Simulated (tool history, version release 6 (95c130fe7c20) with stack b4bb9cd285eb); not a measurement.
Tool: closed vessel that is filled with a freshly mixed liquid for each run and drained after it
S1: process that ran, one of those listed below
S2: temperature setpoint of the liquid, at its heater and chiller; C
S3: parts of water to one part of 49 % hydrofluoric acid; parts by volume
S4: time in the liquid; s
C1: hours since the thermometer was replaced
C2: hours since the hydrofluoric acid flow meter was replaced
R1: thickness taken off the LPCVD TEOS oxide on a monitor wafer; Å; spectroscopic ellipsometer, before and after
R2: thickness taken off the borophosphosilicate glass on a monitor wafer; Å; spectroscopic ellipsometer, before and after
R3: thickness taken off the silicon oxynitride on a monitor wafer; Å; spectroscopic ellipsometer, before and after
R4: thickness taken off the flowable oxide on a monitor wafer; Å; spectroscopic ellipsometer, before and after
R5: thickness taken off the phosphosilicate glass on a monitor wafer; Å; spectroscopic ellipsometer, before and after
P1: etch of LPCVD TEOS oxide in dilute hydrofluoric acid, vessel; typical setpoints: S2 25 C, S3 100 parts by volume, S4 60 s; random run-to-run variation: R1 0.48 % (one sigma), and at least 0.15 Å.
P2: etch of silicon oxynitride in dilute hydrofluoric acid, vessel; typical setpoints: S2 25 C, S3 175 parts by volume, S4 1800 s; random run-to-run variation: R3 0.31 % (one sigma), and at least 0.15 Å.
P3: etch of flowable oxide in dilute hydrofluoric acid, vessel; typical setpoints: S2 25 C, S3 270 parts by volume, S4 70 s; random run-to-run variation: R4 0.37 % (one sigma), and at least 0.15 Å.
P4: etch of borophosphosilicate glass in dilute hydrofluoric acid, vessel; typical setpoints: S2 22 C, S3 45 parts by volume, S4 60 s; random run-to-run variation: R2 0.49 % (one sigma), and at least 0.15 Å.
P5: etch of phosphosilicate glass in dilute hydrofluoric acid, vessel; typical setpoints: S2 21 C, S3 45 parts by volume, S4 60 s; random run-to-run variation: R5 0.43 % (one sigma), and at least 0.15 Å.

run 1 hour=16.3 | S1=P1 S2=25 S3=100 S4=60 | C1=1337.9 C2=88.9 | R1=278.8
run 2 hour=30.5 | S1=P4 S2=22 S3=45 S4=30 | C1=1352.1 C2=103.1 | R2=229.61
run 3 hour=43.5 | S1=P1 S2=25 S3=100 S4=60 | C1=1365.1 C2=116.1 | R1=279.7
run 4 hour=50.9 | S1=P1 S2=19.5 S3=60 S4=60 | C1=1372.5 C2=123.5 | R1=392.2
run 5 hour=60.5 | S1=P2 S2=32.5 S3=175 S4=1800 | C1=1382.1 C2=133.1 | R3=249.78
run 6 hour=70.5 | S1=P3 S2=25 S3=270 S4=70 | C1=1392.1 C2=143.1 | R4=62.74
run 7 hour=80.4 | S1=P3 S2=25 S3=270 S4=35 | C1=1402 C2=153 | R4=31.573
run 8 hour=94.8 | S1=P3 S2=25 S3=480 S4=70 | C1=1416.4 C2=167.4 | R4=29.464
run 9 hour=107.7 | S1=P3 S2=33.5 S3=270 S4=70 | C1=1429.3 C2=180.3 | R4=83.766
run 10 hour=116.2 | S1=P1 S2=25 S3=100 S4=60 | C1=1437.8 C2=188.8 | R1=279.56
run 11 hour=127.9 | S1=P1 S2=25 S3=100 S4=60 | C1=1449.5 C2=200.5 | R1=279.12
run 12 hour=135.5 | S1=P5 S2=21 S3=45 S4=60 | C1=1457.1 C2=208.1 | R5=2329.1
run 13 hour=147.9 | S1=P3 S2=25 S3=270 S4=70 | C1=1469.5 C2=220.5 | R4=63.403
run 14 hour=156 | S1=P5 S2=29 S3=45 S4=60 | C1=1477.6 C2=228.6 | R5=3229.7
run 15 hour=165.5 | S1=P1 S2=25 S3=100 S4=60 | C1=1487.1 C2=238.1 | R1=278.96
run 16 hour=181.3 | S1=P1 S2=25 S3=100 S4=60 | C1=1502.9 C2=253.9 | R1=279.71
run 17 hour=190 | S1=P1 S2=25 S3=100 S4=60 | C1=1511.6 C2=262.6 | R1=280.07
run 18 hour=201.2 | S1=P1 S2=19 S3=100 S4=60 | C1=1522.8 C2=273.8 | R1=217.99
run 19 hour=214.7 | S1=P2 S2=25 S3=175 S4=1800 | C1=1536.3 C2=287.3 | R3=181.43
run 20 hour=225 | S1=P2 S2=25 S3=260 S4=1800 | C1=1546.6 C2=297.6 | R3=115.15
run 21 hour=235.1 | S1=P4 S2=22 S3=45 S4=60 | C1=1556.7 C2=307.7 | R2=454.89
run 22 hour=245.9 | S1=P1 S2=25 S3=100 S4=30 | C1=1567.5 C2=318.5 | R1=140.47
run 23 hour=258.6 | S1=P4 S2=22 S3=70 S4=60 | C1=1580.2 C2=331.2 | R2=283.58
run 24 hour=273.7 | S1=P1 S2=30.5 S3=100 S4=60 | C1=1595.3 C2=346.3 | R1=342.44
run 25 hour=289.3 | S1=P1 S2=25 S3=180 S4=60 | C1=1610.9 C2=361.9 | R1=142.25
run 26 hour=301.7 | S1=P4 S2=18 S3=45 S4=60 | C1=1623.3 C2=374.3 | R2=386.41
run 27 hour=316.1 | S1=P1 S2=25 S3=50 S4=60 | C1=1637.7 C2=388.7 | R1=600.74
run 28 hour=326.9 | S1=P5 S2=21 S3=65 S4=60 | C1=1648.5 C2=399.5 | R5=1560.7
run 29 hour=335.3 | S1=P5 S2=21 S3=45 S4=100 | C1=1656.9 C2=407.9 | R5=3884.1
run 30 hour=342.5 | S1=P2 S2=25 S3=175 S4=1800 | C1=1664.1 C2=415.1 | R3=181.02
run 31 hour=354.5 | S1=P2 S2=25 S3=175 S4=3400 | C1=1676.1 C2=427.1 | R3=341.69
run 32 hour=370.7 | S1=P1 S2=25 S3=100 S4=85 | C1=1692.3 C2=443.3 | R1=398.95
run 33 hour=381.1 | S1=P1 S2=25 S3=100 S4=60 | C1=1702.7 C2=453.7 | R1=278.24
run 34 hour=389.6 | S1=P1 S2=25 S3=100 S4=60 | C1=1711.2 C2=462.2 | R1=271.84
run 35 hour=399.6 | S1=P1 S2=25 S3=100 S4=60 | C1=1721.2 C2=472.2 | R1=269.89
run 36 hour=409.8 | S1=P1 S2=25 S3=100 S4=60 | C1=1731.4 C2=482.4 | R1=269.03
run 37 hour=424.4 | S1=P1 S2=25 S3=100 S4=60 | C1=1746 C2=497 | R1=264.51
run 38 hour=436.6 | S1=P1 S2=25 S3=100 S4=60 | C1=1758.2 C2=509.2 | R1=264.23
run 39 hour=450.8 | S1=P1 S2=25 S3=100 S4=60 | C1=1772.4 C2=523.4 | R1=264.64
run 40 hour=462.3 | S1=P1 S2=25 S3=100 S4=60 | C1=1783.9 C2=534.9 | R1=260.87
run 41 hour=473.2 | S1=P1 S2=25 S3=100 S4=60 | C1=1794.8 C2=545.8 | R1=260.38
run 42 hour=487.1 | S1=P1 S2=25 S3=100 S4=60 | C1=1808.7 C2=559.7 | R1=261.15
run 43 hour=495.9 | S1=P1 S2=25 S3=100 S4=60 | C1=1817.5 C2=568.5 | R1=260.52
run 44 hour=506.3 | S1=P1 S2=25 S3=100 S4=60 | C1=1827.9 C2=578.9 | R1=258.54

P1 no longer gives what it gave before; its output has crept away from where it was. The following 2 causes, each at its listed size, fit the log equally well:
A: hydrofluoric acid flow below the setpoint (%) = 6.04
B: liquid colder than its thermometer reads (K) = 1.78
Creep in the process output first set in at about hour 381.1.

Consider the 4 check runs below, whose results appear as question marks and each of which averages 2 wafers. Which one distinguishes the causes, in that each cause would give it a clearly different result?
run check 1 hour=516.7 | S1=P4 S2=22 S3=65 S4=35 | R2=?
run check 2 hour=516.7 | S1=P3 S2=31 S3=470 S4=70 | R4=?
run check 3 hour=516.7 | S1=P5 S2=21 S3=65 S4=80 | R5=?
run check 4 hour=516.7 | S1=P2 S2=30.5 S3=175 S4=2925 | R3=?

Predicted outcomes, by check and by cause:
check=check_1 result=R2 if_A=169.48 if_B=168.36
check=check_2 result=R4 if_A=32.825 if_B=34.136
check=check_3 result=R5 if_A=1960.7 if_B=1946.3
check=check_4 result=R3 if_A=348.7 if_B=347.57
Per check, the gap between the least separated pair of causes, taken in the result that splits them most: check 1 0.67 %; check 2 3.92 %; check 3 0.74 %; check 4 0.32 %
The other checks would show nearly matching results whichever cause is true, so check 2 is the only one that separates the causes.

After running check 2, the following was obtained: R4 32.746 Å. Which cause does this point to?

It is A: hydrofluoric acid flow below the setpoint (%).
